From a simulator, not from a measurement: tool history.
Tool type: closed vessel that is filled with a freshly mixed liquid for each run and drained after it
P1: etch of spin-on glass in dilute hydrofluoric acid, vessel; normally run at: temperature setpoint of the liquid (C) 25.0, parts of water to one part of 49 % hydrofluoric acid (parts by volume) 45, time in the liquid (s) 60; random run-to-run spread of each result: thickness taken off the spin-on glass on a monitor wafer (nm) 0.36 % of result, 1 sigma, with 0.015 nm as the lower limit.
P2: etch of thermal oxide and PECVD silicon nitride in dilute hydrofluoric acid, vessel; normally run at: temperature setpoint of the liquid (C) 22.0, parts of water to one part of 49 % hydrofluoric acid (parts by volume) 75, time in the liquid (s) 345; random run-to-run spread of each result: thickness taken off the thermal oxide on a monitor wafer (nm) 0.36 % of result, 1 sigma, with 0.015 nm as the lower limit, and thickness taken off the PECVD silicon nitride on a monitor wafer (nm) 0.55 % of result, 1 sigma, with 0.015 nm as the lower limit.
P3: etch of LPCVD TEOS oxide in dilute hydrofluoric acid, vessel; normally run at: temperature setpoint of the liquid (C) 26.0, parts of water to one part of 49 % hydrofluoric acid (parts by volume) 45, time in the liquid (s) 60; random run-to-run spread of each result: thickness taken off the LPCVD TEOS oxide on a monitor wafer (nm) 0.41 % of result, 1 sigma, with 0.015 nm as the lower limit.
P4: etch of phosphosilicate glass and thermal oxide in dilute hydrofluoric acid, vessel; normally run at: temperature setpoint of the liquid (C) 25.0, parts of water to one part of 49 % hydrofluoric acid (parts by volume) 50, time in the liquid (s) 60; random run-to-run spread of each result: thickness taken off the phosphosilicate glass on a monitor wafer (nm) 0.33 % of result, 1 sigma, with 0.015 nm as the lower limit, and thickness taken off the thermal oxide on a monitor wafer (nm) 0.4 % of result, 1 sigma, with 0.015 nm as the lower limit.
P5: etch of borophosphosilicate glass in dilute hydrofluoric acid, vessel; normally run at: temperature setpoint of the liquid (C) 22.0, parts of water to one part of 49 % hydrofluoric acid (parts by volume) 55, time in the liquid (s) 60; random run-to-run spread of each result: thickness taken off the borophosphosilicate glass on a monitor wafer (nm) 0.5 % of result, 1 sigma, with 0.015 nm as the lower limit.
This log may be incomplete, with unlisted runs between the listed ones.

| run | hour | process that ran | temperature setpoint of the liquid (C) | parts of water to one part of 49 % hydrofluoric acid (parts by volume) | time in the liquid (s) | thickness taken off the spin-on glass on a monitor wafer (nm) | thickness taken off the borophosphosilicate glass on a monitor wafer (nm) | thickness taken off the LPCVD TEOS oxide on a monitor wafer (nm) | thickness taken off the phosphosilicate glass on a monitor wafer (nm) | thickness taken off the thermal oxide on a monitor wafer (nm) | thickness taken off the PECVD silicon nitride on a monitor wafer (nm) |
|---|---|---|---|---|---|---|---|---|---|---|---|
| 1 | 2.3 | P1 | 25.0 | 45 | 60 | 60.023 |  |  |  |  |  |
| 2 | 5.8 | P5 | 17.0 | 55 | 60 |  | 36.306 |  |  |  |  |
| 3 | 7.8 | P1 | 29.5 | 45 | 60 | 71.686 |  |  |  |  |  |
| 4 | 11.3 | P1 | 17.5 | 45 | 60 | 43.817 |  |  |  |  |  |
| 5 | 15.7 | P1 | 25.0 | 45 | 30 | 29.922 |  |  |  |  |  |
| 6 | 18.4 | P3 | 26.0 | 45 | 90 |  |  | 61.019 |  |  |  |
| 7 | 21.7 | P4 | 25.0 | 50 | 30 |  |  |  | 131.01 | 3.0689 |  |
| 8 | 26.0 | P3 | 26.0 | 45 | 60 |  |  | 40.601 |  |  |  |
| 9 | 28.8 | P2 | 22.0 | 75 | 345 |  |  |  |  | 21.3000 | 10.70200 |
| 10 | 30.9 | P5 | 22.0 | 55 | 30 |  | 22.517 |  |  |  |  |
| 11 | 34.4 | P2 | 18.0 | 75 | 345 |  |  |  |  | 17.9010 | 8.09860 |
| 12 | 37.2 | P3 | 26.0 | 25 | 60 |  |  | 75.449 |  |  |  |
| 13 | 40.4 | P5 | 22.0 | 55 | 60 |  | 44.947 |  |  |  |  |
| 14 | 44.5 | P1 | 25.0 | 30 | 60 | 91.480 |  |  |  |  |  |
| 15 | 48.0 | P1 | 25.0 | 45 | 60 | 60.102 |  |  |  |  |  |
| 16 | 51.6 | P5 | 22.0 | 20 | 60 |  | 127.980 |  |  |  |  |
| 17 | 53.8 | P1 | 25.0 | 45 | 60 | 59.922 |  |  |  |  |  |
| 18 | 57.9 | P2 | 22.0 | 75 | 345 |  |  |  |  | 21.2440 | 10.88500 |
|  | 59.5 | hydrofluoric acid flow meter replaced |
| 19 | 60.6 | P3 | 34.0 | 45 | 60 |  |  | 55.526 |  |  |  |
| 20 | 64.4 | P1 | 25.0 | 60 | 90 | 66.360 |  |  |  |  |  |
| 21 | 67.4 | P3 | 26.0 | 45 | 60 |  |  | 40.610 |  |  |  |
| 22 | 71.4 | P5 | 22.0 | 55 | 60 |  | 45.481 |  |  |  |  |
| 23 | 73.5 | P1 | 25.0 | 45 | 60 | 59.931 |  |  |  |  |  |
| 24 | 77.3 | P1 | 25.0 | 70 | 60 | 37.373 |  |  |  |  |  |
| 25 | 79.5 | P1 | 25.0 | 45 | 100 | 99.698 |  |  |  |  |  |
| 26 | 83.9 | P4 | 25.0 | 50 | 60 |  |  |  | 263.62 | 6.1416 |  |
| 27 | 86.9 | P4 | 25.0 | 25 | 60 |  |  |  | 547.12 | 12.7010 |  |
| 28 | 89.9 | P2 | 22.0 | 75 | 30 |  |  |  |  | 1.8262 | 0.93389 |
| 29 | 92.1 | P4 | 32.5 | 50 | 60 |  |  |  | 354.04 | 8.3161 |  |
| 30 | 95.5 | P1 | 25.0 | 20 | 30 | 69.914 |  |  |  |  |  |
| 31 | 98.1 | P1 | 25.0 | 45 | 60 | 59.893 |  |  |  |  |  |
| 32 | 101.5 | P1 | 25.0 | 45 | 60 | 60.105 |  |  |  |  |  |
| 33 | 105.7 | P2 | 22.0 | 20 | 345 |  |  |  |  | 85.2300 | 38.39700 |
| 34 | 110.3 | P1 | 25.0 | 45 | 60 | 59.871 |  |  |  |  |  |
| 35 | 114.0 | P1 | 25.0 | 45 | 60 | 62.990 |  |  |  |  |  |
| 36 | 117.3 | P1 | 25.0 | 45 | 60 | 65.187 |  |  |  |  |  |
| 37 | 120.1 | P1 | 25.0 | 45 | 60 | 65.983 |  |  |  |  |  |
| 38 | 122.7 | P1 | 25.0 | 45 | 60 | 65.965 |  |  |  |  |  |
| 39 | 127.1 | P1 | 25.0 | 45 | 60 | 66.389 |  |  |  |  |  |
| 40 | 129.3 | P1 | 25.0 | 45 | 60 | 66.430 |  |  |  |  |  |

P1 no longer gives what it gave before; its output has crept away from where it was. The following 2 causes, each at its listed size, fit the log equally well:
A: liquid hotter than its thermometer reads (K) = 2.39
B: hydrofluoric acid flow above the setpoint (%) = 9.58
Creep in the process output first set in at about hour 110.3.

Which of the 4 check runs listed below separates the causes, so that each cause would produce a clearly different result? Each run uses one wafer, and its results are marked with question marks.
| check 1 | 131.5 | P3 | 29.0 | 45 | 60 |  |  | ? |  |  |  |
| check 2 | 131.5 | P2 | 22.0 | 35 | 35 |  |  |  |  | ? | ? |
| check 3 | 131.5 | P4 | 30.5 | 50 | 30 |  |  |  | ? | ? |  |
| check 4 | 131.5 | P5 | 17.0 | 20 | 60 |  | ? |  |  |  |  |

If the cause were each of the candidates in turn, the checks would give the following:
| check | result | if A | if B |
|---|---|---|---|
| check 1 | thickness taken off the LPCVD TEOS oxide on a monitor wafer (nm) | 50.371 | 50.535 |
| check 2 | thickness taken off the thermal oxide on a monitor wafer (nm) | 5.3605 | 5.3349 |
| check 2 | thickness taken off the PECVD silicon nitride on a monitor wafer (nm) | 2.70800 | 2.51270 |
| check 3 | thickness taken off the phosphosilicate glass on a monitor wafer (nm) | 180.04 | 181.08 |
| check 3 | thickness taken off the thermal oxide on a monitor wafer (nm) | 4.2066 | 4.2309 |
| check 4 | thickness taken off the borophosphosilicate glass on a monitor wafer (nm) | 115.710 | 114.360 |
Per check, the gap between the least separated pair of causes, taken in the result that splits them most: check 1 0.32 %; check 2 7.48 %; check 3 0.58 %; check 4 1.17 %
Of the check runs offered, only check 2 discriminates between the causes; the rest would read about the same regardless of which cause applies.

Then check 2 was run and gave: thickness taken off the thermal oxide on a monitor wafer (nm) 5.3205; thickness taken off the PECVD silicon nitride on a monitor wafer (nm) 2.52750. Which cause is it?

B is the cause: hydrofluoric acid flow above the setpoint (%).
